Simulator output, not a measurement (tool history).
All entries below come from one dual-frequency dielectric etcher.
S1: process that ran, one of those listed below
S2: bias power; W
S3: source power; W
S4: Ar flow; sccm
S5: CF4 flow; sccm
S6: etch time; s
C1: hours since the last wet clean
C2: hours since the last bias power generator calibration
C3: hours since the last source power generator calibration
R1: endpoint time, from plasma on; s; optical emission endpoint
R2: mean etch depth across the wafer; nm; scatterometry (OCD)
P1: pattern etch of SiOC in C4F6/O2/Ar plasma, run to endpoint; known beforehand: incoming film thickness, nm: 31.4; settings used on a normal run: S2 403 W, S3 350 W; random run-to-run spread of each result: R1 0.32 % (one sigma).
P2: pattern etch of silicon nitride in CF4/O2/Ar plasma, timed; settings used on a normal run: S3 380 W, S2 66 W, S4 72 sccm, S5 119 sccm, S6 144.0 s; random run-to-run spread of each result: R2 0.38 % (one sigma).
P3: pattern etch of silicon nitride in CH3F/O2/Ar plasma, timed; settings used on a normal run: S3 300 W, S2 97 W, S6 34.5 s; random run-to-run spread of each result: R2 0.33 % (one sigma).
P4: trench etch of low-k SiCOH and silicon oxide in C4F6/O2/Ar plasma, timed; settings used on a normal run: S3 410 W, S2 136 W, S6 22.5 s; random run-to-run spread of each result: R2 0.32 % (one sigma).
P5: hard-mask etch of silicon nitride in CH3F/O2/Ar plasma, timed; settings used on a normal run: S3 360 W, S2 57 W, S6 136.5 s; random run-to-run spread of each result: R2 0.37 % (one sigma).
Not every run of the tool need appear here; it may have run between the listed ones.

run   hour  S1   S2   S3  S4   S5     S6     C1      C2     C3      R1       R2
  1   11.6  P1  403  350                  319.5  2552.8  585.7  11.853
  2   19.9  P1  403  450                  327.8  2561.1  594.0  10.823
  3   36.0  P2   48  380  72  119  144.0  343.9  2577.2  610.1          230.150
  4   51.0  P5   71  360           136.5  358.9  2592.2  625.1           90.037
  5   68.0  P1  403  350                  375.9  2609.2  642.1  11.879
  6   76.7  P2   66  380  72  119  144.0  384.6  2617.9  650.8          259.310
  7   84.8  P2   66  380  72  119  144.0  392.7  2626.0  658.9          257.500
  8   99.4  P4   87  410            22.5  407.3  2640.6  673.5           56.436
  9  116.5  P1  403  350                  424.4  2657.7  690.6  11.810
 10  132.7  P1  403  220                  440.6  2673.9  706.8  14.074
 11  148.2  P1  260  430                  456.1  2689.4  722.3  12.832
 12  161.7  P2   66  380  72  144  144.0  469.6  2702.9  735.8          261.810
 13  176.3  P4  136  310            22.5  484.2  2717.5  750.4           57.073
 14  185.5  P5   57  450           136.5  493.4  2726.7  759.6           91.323
 15  198.7  P4  136  410            12.5  506.6  2739.9  772.8           35.441
 16  215.9  P3   97  210            34.5  523.8  2757.1  790.0           20.890
 17  232.2  P1  403  350                  540.1  2773.4  806.3  11.853
 18  240.9  P3   59  300            34.5  548.8  2782.1  815.0           19.962
 19  253.0  P3   97  300            34.5  560.9  2794.2  827.1           23.756
 20  270.1  P2   66  380  72  119   79.0  578.0  2811.3  844.2          141.860
 21  283.8  P2   66  380  87  119  144.0  591.7  2825.0  857.9          253.480
 22  295.1  P1  316  350                  603.0  2836.3  869.2  12.951
 23  306.7  P1  291  230                  614.6  2847.9  880.8  15.616
 24  320.6  P2   66  500  72  119  144.0  628.5  2861.8  894.7          326.150

What does the tool deliver on the next run?
 25  338.3  P3  97  300          19.0  646.2  2879.5  912.4       ?

For run 25 the tool returned R2 13.092 nm.
